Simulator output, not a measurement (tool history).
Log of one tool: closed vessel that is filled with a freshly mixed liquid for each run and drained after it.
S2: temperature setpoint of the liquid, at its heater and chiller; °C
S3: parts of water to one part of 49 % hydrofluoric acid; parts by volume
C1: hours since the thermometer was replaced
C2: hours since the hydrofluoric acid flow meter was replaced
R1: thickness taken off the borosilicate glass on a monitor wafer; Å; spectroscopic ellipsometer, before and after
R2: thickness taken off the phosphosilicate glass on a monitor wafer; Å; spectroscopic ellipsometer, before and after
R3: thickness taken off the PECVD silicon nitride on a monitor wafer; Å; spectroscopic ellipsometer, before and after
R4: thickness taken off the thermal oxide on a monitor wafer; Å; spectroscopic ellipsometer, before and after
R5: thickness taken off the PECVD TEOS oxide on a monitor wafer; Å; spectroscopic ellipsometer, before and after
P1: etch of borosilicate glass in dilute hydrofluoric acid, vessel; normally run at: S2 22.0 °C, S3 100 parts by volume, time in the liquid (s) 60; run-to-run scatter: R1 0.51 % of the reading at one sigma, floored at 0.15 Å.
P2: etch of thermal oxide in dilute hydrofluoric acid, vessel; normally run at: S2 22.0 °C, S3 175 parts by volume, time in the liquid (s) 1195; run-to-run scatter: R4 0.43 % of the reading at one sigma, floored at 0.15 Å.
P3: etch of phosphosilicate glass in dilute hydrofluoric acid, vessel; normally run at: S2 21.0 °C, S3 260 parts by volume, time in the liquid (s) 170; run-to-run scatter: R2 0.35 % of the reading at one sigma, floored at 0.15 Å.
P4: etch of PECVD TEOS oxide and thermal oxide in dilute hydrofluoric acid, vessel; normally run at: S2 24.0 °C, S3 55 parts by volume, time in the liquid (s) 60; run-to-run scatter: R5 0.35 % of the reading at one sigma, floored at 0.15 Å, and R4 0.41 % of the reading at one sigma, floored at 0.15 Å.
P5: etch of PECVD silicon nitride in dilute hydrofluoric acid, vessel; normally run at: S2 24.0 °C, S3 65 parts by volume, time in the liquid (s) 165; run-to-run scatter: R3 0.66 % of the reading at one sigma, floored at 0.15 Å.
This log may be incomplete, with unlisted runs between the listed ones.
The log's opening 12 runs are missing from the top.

{"run": 13, "hour": 151.7, "process that ran": "P5", "S2": 24.0, "S3": 65, "time in the liquid (s)": 70, "C1": 82.4, "C2": 1050.2, "R3": 18.143}
{"run": 14, "hour": 162.1, "process that ran": "P1", "S2": 17.0, "S3": 100, "time in the liquid (s)": 30, "C1": 92.8, "C2": 1060.6, "R1": 131.02}
{"run": 15, "hour": 172.7, "process that ran": "P1", "S2": 22.0, "S3": 100, "time in the liquid (s)": 60, "C1": 103.4, "C2": 1071.2, "R1": 322.84}
{"run": 16, "hour": 188.2, "process that ran": "P5", "S2": 24.0, "S3": 65, "time in the liquid (s)": 165, "C1": 118.9, "C2": 1086.7, "R3": 42.797}
{"run": 17, "hour": 201.7, "process that ran": "P1", "S2": 22.0, "S3": 100, "time in the liquid (s)": 110, "C1": 132.4, "C2": 1100.2, "R1": 592.03}
{"run": 18, "hour": 214.0, "process that ran": "P4", "S2": 24.0, "S3": 55, "time in the liquid (s)": 30, "C1": 144.7, "C2": 1112.5, "R4": 29.107, "R5": 48.646}
{"run": 19, "hour": 226.3, "process that ran": "P1", "S2": 22.0, "S3": 100, "time in the liquid (s)": 30, "C1": 157.0, "C2": 1124.8, "R1": 159.76}
{"run": 20, "hour": 239.1, "process that ran": "P2", "S2": 22.0, "S3": 175, "time in the liquid (s)": 2095, "C1": 169.8, "C2": 1137.6, "R4": 472.03}
{"run": 21, "hour": 253.5, "process that ran": "P4", "S2": 24.0, "S3": 55, "time in the liquid (s)": 60, "C1": 184.2, "C2": 1152.0, "R4": 58.157, "R5": 97.496}
{"run": 22, "hour": 269.7, "process that ran": "P2", "S2": 22.0, "S3": 175, "time in the liquid (s)": 1195, "C1": 200.4, "C2": 1168.2, "R4": 268.25}
{"run": 23, "hour": 280.2, "process that ran": "P1", "S2": 18.0, "S3": 100, "time in the liquid (s)": 60, "C1": 210.9, "C2": 1178.7, "R1": 270.53}
{"run": 24, "hour": 293.8, "process that ran": "P5", "S2": 24.0, "S3": 95, "time in the liquid (s)": 165, "C1": 224.5, "C2": 1192.3, "R3": 29.133}
{"run": 25, "hour": 307.8, "process that ran": "P1", "S2": 22.0, "S3": 100, "time in the liquid (s)": 60, "C1": 238.5, "C2": 1206.3, "R1": 319.41}

The next listed run, before its measurement:
{"run": 26, "hour": 323.6, "process that ran": "P2", "S2": 17.0, "S3": 175, "time in the liquid (s)": 1195, "C1": 254.3, "C2": 1222.1, "R4": "?"}

{"run 26": {"R4": 220.04}}
